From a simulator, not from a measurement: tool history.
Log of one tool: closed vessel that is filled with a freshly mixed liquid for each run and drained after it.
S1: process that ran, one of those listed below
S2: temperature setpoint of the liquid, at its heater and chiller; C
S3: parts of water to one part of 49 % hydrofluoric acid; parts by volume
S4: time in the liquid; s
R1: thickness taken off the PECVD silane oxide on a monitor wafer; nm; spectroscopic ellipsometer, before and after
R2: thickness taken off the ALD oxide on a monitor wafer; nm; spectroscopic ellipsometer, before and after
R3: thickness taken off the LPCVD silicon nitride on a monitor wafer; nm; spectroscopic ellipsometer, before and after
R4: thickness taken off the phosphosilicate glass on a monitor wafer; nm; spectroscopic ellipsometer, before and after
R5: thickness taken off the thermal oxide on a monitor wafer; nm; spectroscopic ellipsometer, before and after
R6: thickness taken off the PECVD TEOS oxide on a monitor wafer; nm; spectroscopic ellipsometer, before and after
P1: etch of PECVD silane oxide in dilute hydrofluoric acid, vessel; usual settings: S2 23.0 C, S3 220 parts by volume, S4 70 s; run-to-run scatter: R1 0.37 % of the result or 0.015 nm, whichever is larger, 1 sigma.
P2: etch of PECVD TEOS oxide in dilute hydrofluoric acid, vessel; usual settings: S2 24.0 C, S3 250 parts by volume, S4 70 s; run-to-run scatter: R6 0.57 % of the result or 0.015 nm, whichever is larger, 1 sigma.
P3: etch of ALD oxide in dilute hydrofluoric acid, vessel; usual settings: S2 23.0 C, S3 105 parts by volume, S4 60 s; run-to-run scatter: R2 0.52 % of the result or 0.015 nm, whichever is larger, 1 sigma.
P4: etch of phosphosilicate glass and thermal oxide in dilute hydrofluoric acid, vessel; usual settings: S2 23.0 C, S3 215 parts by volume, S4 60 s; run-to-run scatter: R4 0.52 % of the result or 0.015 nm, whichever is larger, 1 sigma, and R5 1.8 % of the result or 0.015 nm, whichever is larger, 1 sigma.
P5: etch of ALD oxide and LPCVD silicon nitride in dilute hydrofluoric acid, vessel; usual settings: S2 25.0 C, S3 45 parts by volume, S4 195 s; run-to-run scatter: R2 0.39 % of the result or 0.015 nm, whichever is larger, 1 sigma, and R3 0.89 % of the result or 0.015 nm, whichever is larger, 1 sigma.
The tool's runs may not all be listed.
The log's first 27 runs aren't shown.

{"run": 28, "hour": 377.7, "S1": "P1", "S2": 23.0, "S3": 130, "S4": 70, "R1": 17.752}
{"run": 29, "hour": 392.5, "S1": "P2", "S2": 24.0, "S3": 250, "S4": 105, "R6": 6.8165}
{"run": 30, "hour": 407.4, "S1": "P3", "S2": 23.0, "S3": 105, "S4": 60, "R2": 8.321}
{"run": 31, "hour": 416.7, "S1": "P1", "S2": 18.5, "S3": 220, "S4": 115, "R1": 13.147}
{"run": 32, "hour": 431.0, "S1": "P2", "S2": 24.0, "S3": 250, "S4": 70, "R6": 4.5567}
{"run": 33, "hour": 448.2, "S1": "P1", "S2": 23.0, "S3": 220, "S4": 70, "R1": 9.5268}
{"run": 34, "hour": 464.9, "S1": "P1", "S2": 23.0, "S3": 220, "S4": 70, "R1": 9.9103}
{"run": 35, "hour": 475.0, "S1": "P1", "S2": 23.0, "S3": 220, "S4": 70, "R1": 10.148}
{"run": 36, "hour": 484.8, "S1": "P1", "S2": 23.0, "S3": 220, "S4": 70, "R1": 10.253}
{"run": 37, "hour": 496.7, "S1": "P1", "S2": 23.0, "S3": 220, "S4": 70, "R1": 10.215}

Run 38 comes next. What will it give?
{"run": 38, "hour": 510.5, "S1": "P1", "S2": 23.0, "S3": 220, "S4": 70, "R1": "?"}

R1: 10.3320 nm
